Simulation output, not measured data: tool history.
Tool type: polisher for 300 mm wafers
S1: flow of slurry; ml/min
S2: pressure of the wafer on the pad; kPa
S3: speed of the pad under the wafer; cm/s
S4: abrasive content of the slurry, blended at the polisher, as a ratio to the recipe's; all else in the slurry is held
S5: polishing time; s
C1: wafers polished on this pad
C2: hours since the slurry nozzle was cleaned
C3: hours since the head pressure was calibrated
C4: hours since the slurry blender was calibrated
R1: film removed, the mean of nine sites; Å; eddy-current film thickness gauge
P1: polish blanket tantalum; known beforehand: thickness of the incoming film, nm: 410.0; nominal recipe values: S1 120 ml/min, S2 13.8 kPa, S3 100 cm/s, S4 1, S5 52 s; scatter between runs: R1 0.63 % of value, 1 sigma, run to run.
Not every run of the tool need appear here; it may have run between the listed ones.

{"run": 1, "hour": 6.0, "S1": 120, "S2": 13.8, "S3": 100, "S4": 1, "S5": 52, "C1": 1009, "C2": 42.8, "C3": 457.5, "C4": 283.2, "R1": 1037.8}
{"run": 2, "hour": 14.3, "S1": 120, "S2": 13.8, "S3": 100, "S4": 0.6, "S5": 52, "C1": 1113, "C2": 51.1, "C3": 465.8, "C4": 291.5, "R1": 855.42}
{"run": 3, "hour": 24.7, "S1": 120, "S2": 13.8, "S3": 66, "S4": 0.7, "S5": 52, "C1": 1242, "C2": 61.5, "C3": 476.2, "C4": 301.9, "R1": 602.42}
{"run": 4, "hour": 30.4, "S1": 120, "S2": 13.8, "S3": 100, "S4": 1, "S5": 79, "C1": 1314, "C2": 67.2, "C3": 481.9, "C4": 307.6, "R1": 1550.6}
{"run": 5, "hour": 39.6, "S1": 120, "S2": 13.8, "S3": 56, "S4": 1, "S5": 52, "C1": 1429, "C2": 76.4, "C3": 491.1, "C4": 316.8, "R1": 567.12}
{"run": 6, "hour": 44.3, "S1": 120, "S2": 13.8, "S3": 100, "S4": 1, "S5": 52, "C1": 1487, "C2": 81.1, "C3": 495.8, "C4": 321.5, "R1": 1011}
{"run": 7, "hour": 50.1, "S1": 120, "S2": 13.8, "S3": 100, "S4": 1.3, "S5": 40, "C1": 1560, "C2": 86.9, "C3": 501.6, "C4": 327.3, "R1": 830.98}
{"run": 8, "hour": 60.1, "S1": 120, "S2": 13.8, "S3": 100, "S4": 1.45, "S5": 52, "C1": 1685, "C2": 96.9, "C3": 511.6, "C4": 337.3, "R1": 1126.2}
{"run": 9, "hour": 69.5, "S1": 120, "S2": 18.6, "S3": 100, "S4": 1, "S5": 52, "C1": 1802, "C2": 106.3, "C3": 521, "C4": 346.7, "R1": 1369.3}
{"run": 10, "hour": 75.2, "S1": 185, "S2": 13.8, "S3": 100, "S4": 1, "S5": 52, "C1": 1873, "C2": 112, "C3": 526.7, "C4": 352.4, "R1": 1091.7}
{"run": 11, "hour": 85.1, "S1": 120, "S2": 13.8, "S3": 100, "S4": 1, "S5": 52, "C1": 1997, "C2": 121.9, "C3": 536.6, "C4": 362.3, "R1": 1017.2}
{"run": 12, "hour": 92.4, "S1": 90, "S2": 13.8, "S3": 100, "S4": 1, "S5": 52, "C1": 2088, "C2": 129.2, "C3": 543.9, "C4": 369.6, "R1": 944.98}
{"run": 13, "hour": 100.7, "S1": 120, "S2": 9, "S3": 100, "S4": 1, "S5": 52, "C1": 2192, "C2": 137.5, "C3": 552.2, "C4": 377.9, "R1": 665.61}
{"run": 14, "hour": 108.0, "S1": 120, "S2": 13.8, "S3": 156, "S4": 1, "S5": 52, "C1": 2283, "C2": 144.8, "C3": 559.5, "C4": 385.2, "R1": 1591.4}
{"run": 15, "hour": 117.6, "S1": 120, "S2": 13.8, "S3": 100, "S4": 1, "S5": 31, "C1": 2403, "C2": 154.4, "C3": 569.1, "C4": 394.8, "R1": 609.29}
{"run": 16, "hour": 128.1, "S1": 120, "S2": 13.8, "S3": 100, "S4": 1, "S5": 52, "C1": 2534, "C2": 164.9, "C3": 579.6, "C4": 405.3, "R1": 1025.5}
{"run": 17, "hour": 136.4, "S1": 120, "S2": 13.8, "S3": 100, "S4": 1, "S5": 52, "C1": 2638, "C2": 173.2, "C3": 587.9, "C4": 413.6, "R1": 1014.8}
{"run": 18, "hour": 146.7, "S1": 120, "S2": 13.8, "S3": 100, "S4": 1, "S5": 52, "C1": 2767, "C2": 183.5, "C3": 598.2, "C4": 423.9, "R1": 1028.7}
{"run": 19, "hour": 151.4, "S1": 120, "S2": 13.8, "S3": 100, "S4": 0.6, "S5": 78, "C1": 2825, "C2": 188.2, "C3": 602.9, "C4": 428.6, "R1": 1297}
{"run": 20, "hour": 156.7, "S1": 120, "S2": 13.8, "S3": 100, "S4": 1, "S5": 52, "C1": 2892, "C2": 193.5, "C3": 608.2, "C4": 433.9, "R1": 1017.2}
{"run": 21, "hour": 164.2, "S1": 120, "S2": 13.8, "S3": 100, "S4": 1, "S5": 52, "C1": 2985, "C2": 201, "C3": 615.7, "C4": 441.4, "R1": 989.63}

Run 22 comes next. What will it give?
{"run": 22, "hour": 168.8, "S1": 120, "S2": 13.8, "S3": 100, "S4": 1, "S5": 52, "C1": 3043, "C2": 205.6, "C3": 620.3, "C4": 446, "R1": "?"}

R1: 984.27 Å
